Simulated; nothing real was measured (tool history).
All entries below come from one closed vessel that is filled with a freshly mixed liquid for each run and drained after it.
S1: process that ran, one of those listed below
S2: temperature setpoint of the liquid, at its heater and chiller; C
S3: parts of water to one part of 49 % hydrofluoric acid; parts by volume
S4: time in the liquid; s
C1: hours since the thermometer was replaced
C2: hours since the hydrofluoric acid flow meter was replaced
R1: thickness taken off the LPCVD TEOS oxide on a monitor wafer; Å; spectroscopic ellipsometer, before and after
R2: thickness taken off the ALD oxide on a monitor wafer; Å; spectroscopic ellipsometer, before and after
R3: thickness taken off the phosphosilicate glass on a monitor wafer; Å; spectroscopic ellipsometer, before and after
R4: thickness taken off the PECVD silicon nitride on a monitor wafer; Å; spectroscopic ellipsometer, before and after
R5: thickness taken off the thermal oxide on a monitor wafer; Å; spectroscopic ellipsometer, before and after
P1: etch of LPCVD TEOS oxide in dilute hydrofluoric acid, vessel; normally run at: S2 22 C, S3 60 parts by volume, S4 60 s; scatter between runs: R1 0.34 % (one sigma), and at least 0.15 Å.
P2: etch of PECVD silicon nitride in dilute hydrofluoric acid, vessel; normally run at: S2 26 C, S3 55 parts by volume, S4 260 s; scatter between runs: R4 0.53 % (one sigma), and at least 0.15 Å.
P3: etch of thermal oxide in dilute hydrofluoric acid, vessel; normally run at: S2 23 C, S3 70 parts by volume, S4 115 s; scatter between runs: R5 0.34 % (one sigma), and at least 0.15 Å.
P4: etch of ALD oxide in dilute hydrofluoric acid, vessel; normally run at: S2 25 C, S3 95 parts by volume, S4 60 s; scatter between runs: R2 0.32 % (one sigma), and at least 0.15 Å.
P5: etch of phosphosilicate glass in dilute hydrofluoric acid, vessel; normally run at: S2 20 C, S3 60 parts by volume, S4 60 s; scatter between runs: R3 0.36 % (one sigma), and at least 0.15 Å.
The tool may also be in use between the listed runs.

{"run": 1, "hour": 6.4, "S1": "P1", "S2": 22, "S3": 60, "S4": 60, "C1": 1037.6, "C2": 115.7, "R1": 220.61}
{"run": 2, "hour": 13.7, "S1": "P1", "S2": 22, "S3": 95, "S4": 60, "C1": 1044.9, "C2": 123, "R1": 133.19}
{"run": 3, "hour": 21.0, "S1": "P4", "S2": 25, "S3": 95, "S4": 60, "C1": 1052.2, "C2": 130.3, "R2": 91.73}
{"run": 4, "hour": 26.5, "S1": "P5", "S2": 20, "S3": 60, "S4": 60, "C1": 1057.7, "C2": 135.8, "R3": 1729}
{"run": 5, "hour": 33.1, "S1": "P4", "S2": 25, "S3": 95, "S4": 30, "C1": 1064.3, "C2": 142.4, "R2": 45.235}
{"hour": 36.6, "done": "hydrofluoric acid flow meter replaced"}
{"run": 6, "hour": 37.4, "S1": "P2", "S2": 26, "S3": 55, "S4": 260, "C1": 1068.6, "C2": 0.9, "R4": 126.02}
{"run": 7, "hour": 43.2, "S1": "P4", "S2": 30, "S3": 95, "S4": 60, "C1": 1074.4, "C2": 6.7, "R2": 110.79}
{"run": 8, "hour": 48.0, "S1": "P5", "S2": 26.5, "S3": 60, "S4": 60, "C1": 1079.2, "C2": 11.5, "R3": 2262.4}
{"run": 9, "hour": 51.8, "S1": "P1", "S2": 17, "S3": 90, "S4": 60, "C1": 1083, "C2": 15.3, "R1": 115.17}
{"run": 10, "hour": 57.8, "S1": "P5", "S2": 20, "S3": 20, "S4": 60, "C1": 1089, "C2": 21.3, "R3": 5434}
{"run": 11, "hour": 63.0, "S1": "P2", "S2": 19.5, "S3": 55, "S4": 260, "C1": 1094.2, "C2": 26.5, "R4": 81.076}
{"run": 12, "hour": 69.0, "S1": "P1", "S2": 25.5, "S3": 25, "S4": 60, "C1": 1100.2, "C2": 32.5, "R1": 642.6}
{"run": 13, "hour": 75.1, "S1": "P1", "S2": 17.5, "S3": 60, "S4": 60, "C1": 1106.3, "C2": 38.6, "R1": 181.9}
{"run": 14, "hour": 82.1, "S1": "P1", "S2": 22, "S3": 60, "S4": 120, "C1": 1113.3, "C2": 45.6, "R1": 442.1}
{"run": 15, "hour": 87.6, "S1": "P3", "S2": 23, "S3": 125, "S4": 115, "C1": 1118.8, "C2": 51.1, "R5": 42.617}
{"run": 16, "hour": 93.8, "S1": "P5", "S2": 20, "S3": 60, "S4": 35, "C1": 1125, "C2": 57.3, "R3": 1011.9}
{"run": 17, "hour": 100.1, "S1": "P2", "S2": 26, "S3": 55, "S4": 30, "C1": 1131.3, "C2": 63.6, "R4": 14.685}
{"run": 18, "hour": 105.6, "S1": "P3", "S2": 23, "S3": 70, "S4": 115, "C1": 1136.8, "C2": 69.1, "R5": 81.522}
{"run": 19, "hour": 109.1, "S1": "P1", "S2": 22, "S3": 60, "S4": 60, "C1": 1140.3, "C2": 72.6, "R1": 220.57}
{"run": 20, "hour": 115.8, "S1": "P1", "S2": 28.5, "S3": 60, "S4": 90, "C1": 1147, "C2": 79.3, "R1": 431.61}
{"run": 21, "hour": 120.1, "S1": "P1", "S2": 22, "S3": 60, "S4": 60, "C1": 1151.3, "C2": 83.6, "R1": 219.64}
{"run": 22, "hour": 126.6, "S1": "P2", "S2": 26, "S3": 55, "S4": 260, "C1": 1157.8, "C2": 90.1, "R4": 124.15}
{"run": 23, "hour": 130.1, "S1": "P2", "S2": 26, "S3": 20, "S4": 260, "C1": 1161.3, "C2": 93.6, "R4": 336.02}
{"run": 24, "hour": 134.0, "S1": "P1", "S2": 22, "S3": 20, "S4": 60, "C1": 1165.2, "C2": 97.5, "R1": 696.81}
{"run": 25, "hour": 139.1, "S1": "P3", "S2": 23, "S3": 70, "S4": 220, "C1": 1170.3, "C2": 102.6, "R5": 155.46}
{"run": 26, "hour": 145.6, "S1": "P1", "S2": 22, "S3": 60, "S4": 60, "C1": 1176.8, "C2": 109.1, "R1": 220.72}
{"run": 27, "hour": 150.4, "S1": "P4", "S2": 25, "S3": 95, "S4": 60, "C1": 1181.6, "C2": 113.9, "R2": 91.549}
{"run": 28, "hour": 154.4, "S1": "P1", "S2": 22, "S3": 60, "S4": 30, "C1": 1185.6, "C2": 117.9, "R1": 110.47}
{"run": 29, "hour": 160.1, "S1": "P4", "S2": 25, "S3": 30, "S4": 60, "C1": 1191.3, "C2": 123.6, "R2": 316.92}
{"run": 30, "hour": 167.6, "S1": "P3", "S2": 26.5, "S3": 70, "S4": 115, "C1": 1198.8, "C2": 131.1, "R5": 93.56}
{"run": 31, "hour": 171.9, "S1": "P1", "S2": 28.5, "S3": 60, "S4": 60, "C1": 1203.1, "C2": 135.4, "R1": 287.59}
{"run": 32, "hour": 178.0, "S1": "P1", "S2": 22, "S3": 60, "S4": 60, "C1": 1209.2, "C2": 141.5, "R1": 219.91}
{"run": 33, "hour": 185.3, "S1": "P1", "S2": 22, "S3": 60, "S4": 60, "C1": 1216.5, "C2": 148.8, "R1": 209.12}
{"run": 34, "hour": 190.6, "S1": "P1", "S2": 22, "S3": 60, "S4": 60, "C1": 1221.8, "C2": 154.1, "R1": 205.59}
{"run": 35, "hour": 197.5, "S1": "P1", "S2": 22, "S3": 60, "S4": 60, "C1": 1228.7, "C2": 161, "R1": 202.19}
{"run": 36, "hour": 201.0, "S1": "P1", "S2": 22, "S3": 60, "S4": 60, "C1": 1232.2, "C2": 164.5, "R1": 199.83}
{"run": 37, "hour": 204.3, "S1": "P1", "S2": 22, "S3": 60, "S4": 60, "C1": 1235.5, "C2": 167.8, "R1": 200.21}
{"run": 38, "hour": 211.2, "S1": "P1", "S2": 22, "S3": 60, "S4": 60, "C1": 1242.4, "C2": 174.7, "R1": 200.85}

P1 has crept away from where it was. The log is fitted equally well by each of these 2 causes, at the sizes shown:
A: liquid colder than its thermometer reads (K) = 2.24
B: hydrofluoric acid flow below the setpoint (%) = 8.33
The drift started at roughly hour 178.

Question marks stand in for the results of the 4 check runs listed below, each run on one wafer. Under which run would the listed causes show clearly different results?
{"run": "check 1", "hour": 218.1, "S1": "P3", "S2": 23, "S3": 70, "S4": 115, "R5": "?"}
{"run": "check 2", "hour": 218.1, "S1": "P4", "S2": 25, "S3": 95, "S4": 60, "R2": "?"}
{"run": "check 3", "hour": 218.1, "S1": "P5", "S2": 20, "S3": 60, "S4": 60, "R3": "?"}
{"run": "check 4", "hour": 218.1, "S1": "P2", "S2": 26, "S3": 55, "S4": 260, "R4": "?"}

Outcome of each check run for each possible cause:
check=check_1 result=R5 if_A=73.987 if_B=73.8
check=check_2 result=R2 if_A=83.59 if_B=82.87
check=check_3 result=R3 if_A=1574.8 if_B=1577.8
check=check_4 result=R4 if_A=107.93 if_B=115.07
Separation of the two closest causes in each check, using whichever result separates them best: check 1 0.25 %; check 2 0.86 %; check 3 0.2 %; check 4 6.4 %
The other checks would show nearly matching results whichever cause is true, so check 4 is the only one that separates the causes.

Check 4 was then run and gave: R4 114.85 Å. Which cause is it?

It is B: hydrofluoric acid flow below the setpoint (%).
